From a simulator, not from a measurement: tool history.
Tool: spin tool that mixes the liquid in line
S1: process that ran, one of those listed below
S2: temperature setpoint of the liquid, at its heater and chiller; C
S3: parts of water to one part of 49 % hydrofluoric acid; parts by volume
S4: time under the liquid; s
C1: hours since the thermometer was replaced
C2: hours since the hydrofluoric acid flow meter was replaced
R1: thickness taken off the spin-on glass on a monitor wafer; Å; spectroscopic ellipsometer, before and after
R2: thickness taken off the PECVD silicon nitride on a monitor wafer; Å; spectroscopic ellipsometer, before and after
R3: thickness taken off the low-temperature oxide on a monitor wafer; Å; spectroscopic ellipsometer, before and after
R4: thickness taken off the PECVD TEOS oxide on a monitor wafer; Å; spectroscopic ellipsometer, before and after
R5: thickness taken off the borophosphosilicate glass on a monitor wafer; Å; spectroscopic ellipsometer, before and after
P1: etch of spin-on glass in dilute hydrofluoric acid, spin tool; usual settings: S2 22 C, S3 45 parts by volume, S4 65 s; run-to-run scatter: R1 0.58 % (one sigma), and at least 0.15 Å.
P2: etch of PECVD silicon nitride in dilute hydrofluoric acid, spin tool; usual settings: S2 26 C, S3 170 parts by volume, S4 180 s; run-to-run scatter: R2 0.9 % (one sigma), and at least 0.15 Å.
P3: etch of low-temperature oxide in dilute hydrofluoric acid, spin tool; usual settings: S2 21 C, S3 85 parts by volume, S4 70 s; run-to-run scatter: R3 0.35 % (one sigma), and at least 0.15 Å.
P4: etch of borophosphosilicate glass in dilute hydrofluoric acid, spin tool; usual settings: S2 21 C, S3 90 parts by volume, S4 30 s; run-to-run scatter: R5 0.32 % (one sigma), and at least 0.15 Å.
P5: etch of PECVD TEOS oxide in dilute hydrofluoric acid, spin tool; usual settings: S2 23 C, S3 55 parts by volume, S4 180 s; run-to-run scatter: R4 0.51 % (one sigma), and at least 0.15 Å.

run 1 hour=6.7 | S1=P1 S2=22 S3=45 S4=65 | C1=1502.3 C2=1304.2 | R1=375.59
run 2 hour=19.2 | S1=P1 S2=22 S3=45 S4=65 | C1=1514.8 C2=1316.7 | R1=375.76
run 3 hour=28.9 | S1=P1 S2=22 S3=25 S4=65 | C1=1524.5 C2=1326.4 | R1=694.01
run 4 hour=40.3 | S1=P2 S2=26 S3=95 S4=180 | C1=1535.9 C2=1337.8 | R2=47.903
run 5 hour=47.2 | S1=P3 S2=21 S3=85 S4=70 | C1=1542.8 C2=1344.7 | R3=237.45
run 6 hour=62.1 | S1=P1 S2=22 S3=45 S4=65 | C1=1557.7 C2=1359.6 | R1=372.33
run 7 hour=73 | S1=P1 S2=22 S3=45 S4=120 | C1=1568.6 C2=1370.5 | R1=691.1
run 8 hour=85.7 | S1=P1 S2=22 S3=45 S4=65 | C1=1581.3 C2=1383.2 | R1=374.86
run 9 hour=95.6 | S1=P3 S2=21 S3=85 S4=135 | C1=1591.2 C2=1393.1 | R3=459.37
run 10 hour=108.1 | S1=P5 S2=23 S3=20 S4=180 | C1=1603.7 C2=1405.6 | R4=1173.4
run 11 hour=116.6 | S1=P5 S2=23 S3=55 S4=180 | C1=1612.2 C2=1414.1 | R4=410.41
run 12 hour=124.5 | S1=P1 S2=22 S3=45 S4=65 | C1=1620.1 C2=1422 | R1=371.04
run 13 hour=131.8 | S1=P1 S2=22 S3=75 S4=65 | C1=1627.4 C2=1429.3 | R1=215.77
run 14 hour=146.9 | S1=P2 S2=26 S3=170 S4=180 | C1=1642.5 C2=1444.4 | R2=26.162
run 15 hour=156.5 | S1=P2 S2=26 S3=170 S4=325 | C1=1652.1 C2=1454 | R2=48.576
run 16 hour=169 | S1=P4 S2=21 S3=90 S4=60 | C1=1664.6 C2=1466.5 | R5=392.8
run 17 hour=183.7 | S1=P1 S2=28.5 S3=20 S4=65 | C1=1679.3 C2=1481.2 | R1=1142.5
run 18 hour=195.3 | S1=P1 S2=17 S3=45 S4=65 | C1=1690.9 C2=1492.8 | R1=303.15
run 19 hour=207.9 | S1=P2 S2=19.5 S3=170 S4=180 | C1=1703.5 C2=1505.4 | R2=18.19
run 20 hour=216.5 | S1=P4 S2=27 S3=90 S4=30 | C1=1712.1 C2=1514 | R5=249.29
run 21 hour=228.8 | S1=P4 S2=21 S3=20 S4=30 | C1=1724.4 C2=1526.3 | R5=956.88
run 22 hour=239.1 | S1=P5 S2=23 S3=55 S4=15 | C1=1734.7 C2=1536.6 | R4=34.041
run 23 hour=247.8 | S1=P1 S2=22 S3=60 S4=15 | C1=1743.4 C2=1545.3 | R1=64.103
run 24 hour=255.8 | S1=P3 S2=17 S3=85 S4=70 | C1=1751.4 C2=1553.3 | R3=202.69
run 25 hour=269.3 | S1=P2 S2=26 S3=170 S4=180 | C1=1764.9 C2=1566.8 | R2=27.034
run 26 hour=279.7 | S1=P4 S2=21 S3=90 S4=30 | C1=1775.3 C2=1577.2 | R5=196.02
run 27 hour=294.1 | S1=P1 S2=26.5 S3=45 S4=65 | C1=1789.7 C2=1591.6 | R1=451.72
run 28 hour=304.6 | S1=P5 S2=29.5 S3=55 S4=180 | C1=1800.2 C2=1602.1 | R4=534.45
run 29 hour=311.3 | S1=P5 S2=23 S3=55 S4=180 | C1=1806.9 C2=1608.8 | R4=412.15
run 30 hour=320.7 | S1=P1 S2=22 S3=45 S4=15 | C1=1816.3 C2=1618.2 | R1=85.983
run 31 hour=327.8 | S1=P3 S2=21 S3=50 S4=70 | C1=1823.4 C2=1625.3 | R3=421.81
run 32 hour=342.5 | S1=P1 S2=22 S3=45 S4=65 | C1=1838.1 C2=1640 | R1=371.74
run 33 hour=350.6 | S1=P1 S2=22 S3=45 S4=65 | C1=1846.2 C2=1648.1 | R1=363.88
run 34 hour=358.2 | S1=P1 S2=22 S3=45 S4=65 | C1=1853.8 C2=1655.7 | R1=355.72
run 35 hour=369 | S1=P1 S2=22 S3=45 S4=65 | C1=1864.6 C2=1666.5 | R1=352.34

Run 36 comes next. What will it give?
run 36 hour=381.8 | S1=P1 S2=22 S3=45 S4=65 | C1=1877.4 C2=1679.3 | R1=?

{"run 36": {"R1": 344.61}}
